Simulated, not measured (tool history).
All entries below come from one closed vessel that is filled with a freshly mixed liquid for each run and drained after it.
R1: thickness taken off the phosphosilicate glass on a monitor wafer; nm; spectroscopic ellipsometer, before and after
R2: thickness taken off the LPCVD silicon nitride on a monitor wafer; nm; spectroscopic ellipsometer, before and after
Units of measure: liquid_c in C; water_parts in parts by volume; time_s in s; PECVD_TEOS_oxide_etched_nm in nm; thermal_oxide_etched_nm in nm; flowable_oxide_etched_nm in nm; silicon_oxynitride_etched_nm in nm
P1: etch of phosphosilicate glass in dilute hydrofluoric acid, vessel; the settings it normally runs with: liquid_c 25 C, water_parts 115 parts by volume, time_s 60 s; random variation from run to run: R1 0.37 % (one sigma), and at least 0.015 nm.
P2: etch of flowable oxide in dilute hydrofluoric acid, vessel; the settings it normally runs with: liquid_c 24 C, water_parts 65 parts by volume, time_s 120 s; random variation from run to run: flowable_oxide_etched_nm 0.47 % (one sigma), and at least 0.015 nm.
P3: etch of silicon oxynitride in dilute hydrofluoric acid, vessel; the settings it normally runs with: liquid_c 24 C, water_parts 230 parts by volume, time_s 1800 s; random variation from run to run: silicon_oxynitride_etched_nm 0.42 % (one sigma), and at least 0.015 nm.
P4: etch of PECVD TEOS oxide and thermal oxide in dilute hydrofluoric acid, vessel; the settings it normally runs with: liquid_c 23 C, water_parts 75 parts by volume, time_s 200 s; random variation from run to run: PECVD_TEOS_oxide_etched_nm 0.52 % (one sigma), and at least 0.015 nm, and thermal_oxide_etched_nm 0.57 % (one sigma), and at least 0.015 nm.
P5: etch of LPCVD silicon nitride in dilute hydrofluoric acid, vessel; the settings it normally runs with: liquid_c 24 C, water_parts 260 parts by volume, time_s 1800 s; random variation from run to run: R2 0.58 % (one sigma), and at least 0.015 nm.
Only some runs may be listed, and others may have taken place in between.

run 1 hour=6.6 | process=P1 liquid_c=25 water_parts=115 time_s=60 | R1=31.62
run 2 hour=11.2 | process=P5 liquid_c=24 water_parts=260 time_s=30 | R2=0.068513
run 3 hour=15.8 | process=P1 liquid_c=25 water_parts=115 time_s=60 | R1=31.401
run 4 hour=20.5 | process=P4 liquid_c=23 water_parts=125 time_s=200 | PECVD_TEOS_oxide_etched_nm=22.771 thermal_oxide_etched_nm=7.0867
run 5 hour=25.4 | process=P2 liquid_c=29 water_parts=65 time_s=120 | flowable_oxide_etched_nm=67.334
run 6 hour=31.4 | process=P1 liquid_c=17.5 water_parts=115 time_s=60 | R1=23.228
run 7 hour=35.7 | process=P1 liquid_c=28.5 water_parts=115 time_s=60 | R1=36.132
run 8 hour=43.5 | process=P3 liquid_c=28.5 water_parts=230 time_s=1800 | silicon_oxynitride_etched_nm=30.772
run 9 hour=52 | process=P2 liquid_c=24 water_parts=65 time_s=120 | flowable_oxide_etched_nm=55.011
run 10 hour=57.9 | process=P1 liquid_c=25 water_parts=115 time_s=60 | R1=31.47
run 11 hour=63.1 | process=P5 liquid_c=24 water_parts=70 time_s=1800 | R2=13.31
run 12 hour=67.5 | process=P5 liquid_c=20 water_parts=260 time_s=1800 | R2=2.7833
run 13 hour=73.4 | process=P1 liquid_c=25 water_parts=115 time_s=60 | R1=31.226
run 14 hour=80.5 | process=P2 liquid_c=24 water_parts=65 time_s=30 | flowable_oxide_etched_nm=13.835
run 15 hour=87.5 | process=P4 liquid_c=29 water_parts=75 time_s=200 | PECVD_TEOS_oxide_etched_nm=51.171 thermal_oxide_etched_nm=16.056
run 16 hour=94.9 | process=P4 liquid_c=23 water_parts=75 time_s=380 | PECVD_TEOS_oxide_etched_nm=76.517 thermal_oxide_etched_nm=23.511
run 17 hour=100.4 | process=P1 liquid_c=19.5 water_parts=115 time_s=30 | R1=12.63
run 18 hour=106.1 | process=P3 liquid_c=24 water_parts=230 time_s=245 | silicon_oxynitride_etched_nm=3.4452
run 19 hour=112.7 | process=P4 liquid_c=23 water_parts=75 time_s=200 | PECVD_TEOS_oxide_etched_nm=39.737 thermal_oxide_etched_nm=12.442
run 20 hour=121 | process=P2 liquid_c=24 water_parts=90 time_s=120 | flowable_oxide_etched_nm=38.152
run 21 hour=128 | process=P1 liquid_c=25 water_parts=115 time_s=105 | R1=54.986
run 22 hour=133.8 | process=P3 liquid_c=24 water_parts=345 time_s=1800 | silicon_oxynitride_etched_nm=15.601
run 23 hour=142.3 | process=P1 liquid_c=25 water_parts=115 time_s=60 | R1=31.445
run 24 hour=148.9 | process=P1 liquid_c=25 water_parts=200 time_s=60 | R1=16.36
run 25 hour=156.8 | process=P1 liquid_c=25 water_parts=55 time_s=60 | R1=70.892
run 26 hour=162.7 | process=P4 liquid_c=23 water_parts=75 time_s=200 | PECVD_TEOS_oxide_etched_nm=40.364 thermal_oxide_etched_nm=12.533
-- hour=163.4 thermometer replaced
-- hour=164.8 hydrofluoric acid flow meter replaced
run 27 hour=168.6 | process=P3 liquid_c=24 water_parts=230 time_s=1800 | silicon_oxynitride_etched_nm=25.405
run 28 hour=175.8 | process=P1 liquid_c=25 water_parts=115 time_s=60 | R1=31.562
run 29 hour=179.9 | process=P1 liquid_c=25 water_parts=115 time_s=60 | R1=31.504
run 30 hour=188 | process=P5 liquid_c=24 water_parts=260 time_s=1800 | R2=3.594
run 31 hour=193 | process=P1 liquid_c=25 water_parts=115 time_s=30 | R1=15.723
run 32 hour=200 | process=P1 liquid_c=25 water_parts=115 time_s=60 | R1=31.358
run 33 hour=207 | process=P1 liquid_c=25 water_parts=115 time_s=60 | R1=32.022
run 34 hour=215.4 | process=P1 liquid_c=25 water_parts=115 time_s=60 | R1=32.603
run 35 hour=219.8 | process=P1 liquid_c=25 water_parts=115 time_s=60 | R1=32.902
run 36 hour=228.3 | process=P1 liquid_c=25 water_parts=115 time_s=60 | R1=33.321
run 37 hour=236.5 | process=P1 liquid_c=25 water_parts=115 time_s=60 | R1=33.576
run 38 hour=241.5 | process=P1 liquid_c=25 water_parts=115 time_s=60 | R1=33.528
run 39 hour=245.5 | process=P1 liquid_c=25 water_parts=115 time_s=60 | R1=33.359
run 40 hour=253.4 | process=P1 liquid_c=25 water_parts=115 time_s=60 | R1=33.575
run 41 hour=260.6 | process=P1 liquid_c=25 water_parts=115 time_s=60 | R1=33.699
run 42 hour=269.2 | process=P1 liquid_c=25 water_parts=115 time_s=60 | R1=33.596

The log shows P1 creeping away from where it was. Any of the 2 causes listed here, at the size stated for it, fits the log just as well as the others:
A: hydrofluoric acid flow above the setpoint (%) = 5.84
B: liquid hotter than its thermometer reads (K) = 1.68
At approximately hour 200, the process output began to creep.

4 check runs are offered, each on 5 wafers whose results are averaged, their results left as question marks. Which one tells the causes apart?
run check 1 hour=277.8 | process=P3 liquid_c=24 water_parts=320 time_s=600 | silicon_oxynitride_etched_nm=?
run check 2 hour=277.8 | process=P4 liquid_c=23 water_parts=115 time_s=360 | PECVD_TEOS_oxide_etched_nm=? thermal_oxide_etched_nm=?
run check 3 hour=277.8 | process=P2 liquid_c=28.5 water_parts=65 time_s=30 | flowable_oxide_etched_nm=?
run check 4 hour=277.8 | process=P5 liquid_c=24 water_parts=260 time_s=565 | R2=?

If the cause were each of the candidates in turn, the checks would give the following:
check=check_1 result=silicon_oxynitride_etched_nm if_A=6.081 if_B=6.0879
check=check_2 result=PECVD_TEOS_oxide_etched_nm if_A=47.915 if_B=47.994
check=check_2 result=thermal_oxide_etched_nm if_A=14.918 if_B=14.943
check=check_3 result=flowable_oxide_etched_nm if_A=17.562 if_B=17.621
check=check_4 result=R2 if_A=1.2007 if_B=1.2583
How far apart the two closest causes lie, in the result that separates them most: check 1 0.11 %; check 2 0.17 %; check 3 0.33 %; check 4 4.69 %
Only in check 4 would the causes give clearly different results; in the remaining checks their results would be nearly the same.

Then check 4 was run and gave: R2 1.1886 nm. Which cause is it?

The cause is A: hydrofluoric acid flow above the setpoint (%).
